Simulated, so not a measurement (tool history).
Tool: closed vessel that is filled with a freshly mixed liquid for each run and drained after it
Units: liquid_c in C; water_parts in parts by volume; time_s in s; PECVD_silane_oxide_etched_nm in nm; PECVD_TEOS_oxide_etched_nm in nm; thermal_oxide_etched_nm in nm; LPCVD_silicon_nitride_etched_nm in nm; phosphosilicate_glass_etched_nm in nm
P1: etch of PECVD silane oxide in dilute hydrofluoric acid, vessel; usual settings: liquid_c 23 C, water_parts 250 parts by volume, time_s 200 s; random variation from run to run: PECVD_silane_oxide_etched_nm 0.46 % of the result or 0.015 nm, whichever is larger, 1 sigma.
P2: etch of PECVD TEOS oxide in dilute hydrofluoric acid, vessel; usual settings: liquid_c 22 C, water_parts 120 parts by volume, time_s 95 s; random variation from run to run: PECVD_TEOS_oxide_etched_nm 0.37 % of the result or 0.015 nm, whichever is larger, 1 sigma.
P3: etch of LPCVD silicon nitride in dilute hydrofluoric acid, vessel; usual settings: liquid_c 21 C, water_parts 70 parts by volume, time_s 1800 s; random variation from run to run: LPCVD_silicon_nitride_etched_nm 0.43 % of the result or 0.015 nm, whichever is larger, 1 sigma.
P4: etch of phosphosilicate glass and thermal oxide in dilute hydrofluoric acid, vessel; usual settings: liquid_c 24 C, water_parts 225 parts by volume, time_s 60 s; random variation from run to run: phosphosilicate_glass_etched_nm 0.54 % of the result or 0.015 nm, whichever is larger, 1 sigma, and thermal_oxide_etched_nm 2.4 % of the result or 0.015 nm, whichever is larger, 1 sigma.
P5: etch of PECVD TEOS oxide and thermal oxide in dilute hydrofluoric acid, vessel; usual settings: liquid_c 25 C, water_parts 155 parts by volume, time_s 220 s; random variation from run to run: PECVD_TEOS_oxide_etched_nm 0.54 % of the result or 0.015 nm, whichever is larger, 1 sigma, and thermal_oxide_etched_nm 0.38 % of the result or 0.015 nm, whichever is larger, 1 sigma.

run,day,process,liquid_c,water_parts,time_s,PECVD_silane_oxide_etched_nm,PECVD_TEOS_oxide_etched_nm,thermal_oxide_etched_nm,LPCVD_silicon_nitride_etched_nm,phosphosilicate_glass_etched_nm
1,0.454,P1,23,250,200,21.007,,,,
2,0.892,P2,30,120,95,,19.543,,,
3,1.229,P5,25,155,220,,32.224,6.2271,,
4,1.492,P3,21,70,2590,,,,16.962,
5,1.883,P1,17,365,200,10.473,,,,
6,2.367,P1,23,250,200,20.916,,,,
7,2.729,P1,23,250,200,20.838,,,,
8,3.054,P1,23,125,200,48.374,,,,
9,3.567,P5,25,155,220,,32.216,6.2013,,
10,4.025,P1,23,250,45,4.6938,,,,
# day 4.054: hydrofluoric acid flow meter replaced
11,4.346,P2,22,120,30,,4.5263,,,
12,4.858,P4,24,225,115,,,2.252,,37.264
13,5.275,P1,23,250,370,38.61,,,,
14,5.7,P1,17,250,200,16.796,,,,
15,6.083,P2,22,120,95,,14.335,,,
16,6.383,P5,25,290,220,,14.872,2.87,,
17,6.846,P1,28,250,200,25.14,,,,
18,7.292,P4,24,225,60,,,1.1395,,19.466
19,7.562,P3,21,70,1800,,,,11.759,
20,8.058,P1,23,250,200,20.776,,,,
21,8.346,P2,22,210,95,,7.3943,,,
22,8.75,P5,30.5,155,220,,39.688,7.5566,,
23,9.075,P5,25,155,35,,5.1224,0.98049,,
24,9.396,P4,24,390,60,,,0.55402,,9.5233

The next listed run, before its measurement:
25,9.754,P3,21,110,1800,,,,?,

{"run 25": {"LPCVD_silicon_nitride_etched_nm": 7.5753}}

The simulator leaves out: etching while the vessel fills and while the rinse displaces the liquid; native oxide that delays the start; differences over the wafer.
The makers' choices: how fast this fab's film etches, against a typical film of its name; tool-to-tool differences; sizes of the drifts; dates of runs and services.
